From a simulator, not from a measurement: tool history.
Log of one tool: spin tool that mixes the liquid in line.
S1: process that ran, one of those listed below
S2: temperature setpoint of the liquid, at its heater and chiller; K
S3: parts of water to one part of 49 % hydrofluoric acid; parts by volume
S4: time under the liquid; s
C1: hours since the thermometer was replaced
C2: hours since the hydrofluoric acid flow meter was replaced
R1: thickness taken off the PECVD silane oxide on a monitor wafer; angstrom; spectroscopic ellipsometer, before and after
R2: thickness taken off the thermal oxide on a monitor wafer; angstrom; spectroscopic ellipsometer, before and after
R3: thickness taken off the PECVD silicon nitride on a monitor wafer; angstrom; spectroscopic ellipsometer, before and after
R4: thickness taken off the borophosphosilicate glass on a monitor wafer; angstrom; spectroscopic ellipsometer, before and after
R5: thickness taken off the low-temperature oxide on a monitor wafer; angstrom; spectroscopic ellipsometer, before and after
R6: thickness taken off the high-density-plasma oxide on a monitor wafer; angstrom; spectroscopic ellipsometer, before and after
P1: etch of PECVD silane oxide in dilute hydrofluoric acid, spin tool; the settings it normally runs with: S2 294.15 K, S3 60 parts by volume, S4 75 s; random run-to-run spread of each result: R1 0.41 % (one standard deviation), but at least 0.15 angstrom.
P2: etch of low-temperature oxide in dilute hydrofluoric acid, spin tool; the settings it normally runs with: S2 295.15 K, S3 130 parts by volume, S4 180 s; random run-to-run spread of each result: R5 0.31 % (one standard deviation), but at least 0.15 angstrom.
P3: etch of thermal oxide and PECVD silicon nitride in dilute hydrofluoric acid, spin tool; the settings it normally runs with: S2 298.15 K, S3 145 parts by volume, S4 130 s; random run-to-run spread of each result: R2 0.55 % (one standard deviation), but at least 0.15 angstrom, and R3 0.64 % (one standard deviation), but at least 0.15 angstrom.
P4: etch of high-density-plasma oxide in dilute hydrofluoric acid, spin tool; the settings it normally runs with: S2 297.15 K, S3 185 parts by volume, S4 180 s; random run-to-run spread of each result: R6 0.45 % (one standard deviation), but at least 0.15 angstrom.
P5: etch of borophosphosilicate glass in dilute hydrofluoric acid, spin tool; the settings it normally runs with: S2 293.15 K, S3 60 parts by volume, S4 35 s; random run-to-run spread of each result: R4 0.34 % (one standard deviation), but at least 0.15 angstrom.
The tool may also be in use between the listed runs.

run	hour	S1	S2	S3	S4	C1	C2	R1	R2	R3	R4	R5	R6
1	4.1	P1	294.15	60	75	324.6	255.0	396.38					
2	11.2	P3	302.65	145	130	331.7	262.1		50.489	62.942			
3	16.2	P5	300.65	60	35	336.7	267.1				250.94		
4	21.0	P1	294.15	60	75	341.5	271.9	394.16					
# hour 24.3: hydrofluoric acid flow meter replaced
5	27.1	P1	294.15	60	75	347.6	2.8	394.87					
6	32.7	P2	295.15	130	350	353.2	8.4					385.99	
7	37.0	P1	294.15	20	75	357.5	12.7	1253.20					
8	43.5	P4	297.15	185	320	364.0	19.2						87.487
9	50.4	P2	295.15	25	180	370.9	26.1					1168.50	
10	53.8	P5	293.15	60	35	374.3	29.5				184.88		
11	60.0	P4	297.15	185	180	380.5	35.7						48.656
12	66.3	P5	293.15	85	35	386.8	42.0				127.23		
13	71.1	P2	295.15	130	180	391.6	46.8					199.20	
14	77.6	P1	297.65	60	75	398.1	53.3	455.32					
15	81.1	P3	298.15	75	130	401.6	56.8		89.579	91.790			
16	87.9	P1	294.15	60	75	408.4	63.6	395.05					
17	91.4	P2	290.15	130	180	411.9	67.1					161.38	
18	97.9	P1	290.15	60	75	418.4	73.6	331.36					
19	104.9	P3	298.15	145	45	425.4	80.6		14.723	16.185			
20	108.8	P1	294.15	80	75	429.3	84.5	287.65					
21	114.1	P4	303.65	185	180	434.6	89.8						61.078
22	118.8	P3	298.15	145	130	439.3	94.5		42.156	47.466			
23	123.4	P4	297.15	35	180	443.9	99.1						309.020
24	127.4	P2	295.15	130	180	447.9	103.1					197.98	
25	133.6	P1	294.15	105	120	454.1	109.3	341.01					
26	139.5	P1	294.15	60	150	460.0	115.2	789.35					
27	143.3	P1	294.15	60	75	463.8	119.0	394.81					
28	147.6	P5	293.15	60	65	468.1	123.3				341.57		
29	153.3	P1	294.15	60	35	473.8	129.0	184.23					
30	158.6	P1	294.15	60	75	479.1	134.3	393.60					
31	164.9	P1	294.15	60	75	485.4	140.6	416.59					
32	171.6	P1	294.15	60	75	492.1	147.3	428.28					
33	174.9	P1	294.15	60	75	495.4	150.6	429.40					
34	178.0	P1	294.15	60	75	498.5	153.7	433.35					
35	181.3	P1	294.15	60	75	501.8	157.0	435.29					
36	184.9	P1	294.15	60	75	505.4	160.6	433.12					
37	190.5	P1	294.15	60	75	511.0	166.2	430.97					
38	197.3	P1	294.15	60	75	517.8	173.0	435.20					

P1 has crept away from where it was. The log is fitted equally well by each of these 2 causes, at the sizes shown:
A: hydrofluoric acid flow above the setpoint (%) = 9.62
B: liquid hotter than its thermometer reads (K) = 2.38
The onset of the drift is placed at about hour 158.6.

Listed below are the offered check runs, one wafer per run, with question marks in place of results. For which of them would the causes give clearly different outcomes?
check 1	204.1	P2	295.15	60	340							?	
check 2	204.1	P4	297.15	85	285								?
check 3	204.1	P5	296.65	60	65						?		
check 4	204.1	P3	298.15	95	130				?	?			

Predicted outcomes, by check and by cause:
check	result	if A	if B
check 1	R5	970.51	969.83
check 2	R6	209.020	207.580
check 3	R4	438.65	437.71
check 4	R2	76.651	75.908
check 4	R3	78.723	83.888
Per check, the gap between the least separated pair of causes, taken in the result that splits them most: check 1 0.07 %; check 2 0.69 %; check 3 0.21 %; check 4 6.36 %
Only check 4 tells the causes apart: in the others they would give nearly the same result.

Check 4 was carried out, with these results: R2 76.586 angstrom; R3 78.956 angstrom. Which of the listed causes is responsible?

The correct cause is A, namely: hydrofluoric acid flow above the setpoint (%).
